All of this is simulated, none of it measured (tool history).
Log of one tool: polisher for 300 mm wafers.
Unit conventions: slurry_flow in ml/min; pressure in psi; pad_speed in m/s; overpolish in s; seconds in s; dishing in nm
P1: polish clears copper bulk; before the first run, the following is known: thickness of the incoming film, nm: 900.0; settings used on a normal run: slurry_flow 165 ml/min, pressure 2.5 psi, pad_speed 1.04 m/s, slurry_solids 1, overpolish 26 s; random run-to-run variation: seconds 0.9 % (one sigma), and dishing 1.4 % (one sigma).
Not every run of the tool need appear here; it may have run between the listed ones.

run	hour	slurry_flow	pressure	pad_speed	slurry_solids	overpolish	wafers polished on this pad	hours since the slurry nozzle was cleaned	hours since the head pressure was calibrated	hours since the slurry blender was calibrated	seconds	dishing
1	8.7	165	2.5	1.04	1	26	689	66.8	598.2	52.6	116.95	45.608
2	21.4	165	2.5	1.04	1	26	797	79.5	610.9	65.3	116.66	46.929
3	30.9	165	2.5	0.46	1	26	878	89	620.4	74.8	263.78	38.565
4	46.5	165	2.5	1.04	1	40	1011	104.6	636	90.4	117.7	48.506
5	57.1	165	2.5	1.54	1	26	1101	115.2	646.6	101	79.554	47.881
6	68.4	165	2.5	1.04	0.7	26	1198	126.5	657.9	112.3	125.92	45.912
7	77.5	165	2.5	1.04	1	8	1275	135.6	667	121.4	117.09	31.053
# hour 88.5: slurry blender recalibrated
8	92.3	255	2.5	1.04	1	26	1401	150.4	681.8	3.9	110.89	46.474
9	99.7	165	3.8	1.04	1	26	1464	157.8	689.2	11.3	77.775	48.703
10	111.5	165	2.5	1.04	1	26	1565	169.6	701	23.1	117	46.763
11	119	165	2.5	1.04	1.35	26	1629	177.1	708.5	30.6	108.8	46.334
12	130.5	165	2.5	0.64	0.75	26	1727	188.6	720	42.1	201.08	41.487
13	145.8	165	2.5	1.04	1	26	1857	203.9	735.3	57.4	117.05	46.112
14	154.8	100	2.5	1.04	1	26	1934	212.9	744.3	66.4	127.71	46.795

The next listed run, before its measurement:
15	165.2	165	1.1	1.04	1	26	2022	223.3	754.7	76.8	?	?

Run 15 gave seconds 269.18 s, dishing 34.517 nm.

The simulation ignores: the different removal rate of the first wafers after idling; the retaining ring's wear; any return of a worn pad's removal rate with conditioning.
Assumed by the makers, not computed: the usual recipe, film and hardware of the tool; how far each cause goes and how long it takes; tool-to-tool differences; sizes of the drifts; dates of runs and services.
